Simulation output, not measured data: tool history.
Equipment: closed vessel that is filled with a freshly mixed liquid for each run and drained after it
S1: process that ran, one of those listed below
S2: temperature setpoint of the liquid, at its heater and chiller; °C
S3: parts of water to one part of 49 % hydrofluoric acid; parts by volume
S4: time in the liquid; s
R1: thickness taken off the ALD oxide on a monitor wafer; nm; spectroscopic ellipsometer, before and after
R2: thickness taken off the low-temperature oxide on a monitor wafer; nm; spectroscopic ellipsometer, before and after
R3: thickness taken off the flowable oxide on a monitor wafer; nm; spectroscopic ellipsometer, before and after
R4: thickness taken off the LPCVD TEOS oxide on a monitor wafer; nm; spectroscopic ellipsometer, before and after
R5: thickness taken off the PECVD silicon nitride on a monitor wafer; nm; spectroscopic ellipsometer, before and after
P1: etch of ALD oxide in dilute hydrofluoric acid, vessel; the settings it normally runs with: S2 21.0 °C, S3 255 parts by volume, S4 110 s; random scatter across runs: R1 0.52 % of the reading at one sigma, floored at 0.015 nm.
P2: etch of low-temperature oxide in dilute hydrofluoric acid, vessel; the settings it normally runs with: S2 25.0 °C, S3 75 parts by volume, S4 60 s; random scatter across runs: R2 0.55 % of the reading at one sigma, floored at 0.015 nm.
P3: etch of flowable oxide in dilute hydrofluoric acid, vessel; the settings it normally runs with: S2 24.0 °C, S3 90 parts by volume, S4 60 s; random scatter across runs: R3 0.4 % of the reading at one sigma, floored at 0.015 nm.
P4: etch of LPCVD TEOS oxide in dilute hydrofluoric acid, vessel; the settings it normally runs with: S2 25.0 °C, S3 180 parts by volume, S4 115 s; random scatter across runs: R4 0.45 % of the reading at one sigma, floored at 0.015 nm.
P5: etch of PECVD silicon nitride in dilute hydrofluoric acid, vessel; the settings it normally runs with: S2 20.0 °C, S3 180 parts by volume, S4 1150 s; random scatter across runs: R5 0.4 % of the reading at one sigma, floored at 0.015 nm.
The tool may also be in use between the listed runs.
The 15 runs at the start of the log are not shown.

run,day,S1,S2,S3,S4,R1,R2,R3,R4,R5
16,8.217,P1,21.0,255,110,7.8025,,,,
17,8.638,P4,25.0,180,115,,,,35.0000,
18,9.338,P1,17.0,255,110,6.6908,,,,
19,9.654,P1,21.0,470,110,3.4970,,,,
20,10.117,P3,30.0,90,60,,,25.317,,
21,10.808,P1,27.0,255,110,9.5971,,,,
22,11.217,P4,33.5,180,115,,,,47.0430,
23,11.608,P5,20.0,180,2260,,,,,36.969
24,12.096,P1,21.0,255,30,2.1425,,,,
25,12.617,P2,25.0,75,105,,35.319,,,
26,13.346,P2,25.0,75,60,,19.894,,,

What does the tool deliver on the next run?
27,14.075,P5,20.0,180,1150,,,,,?

R5: 18.924 nm
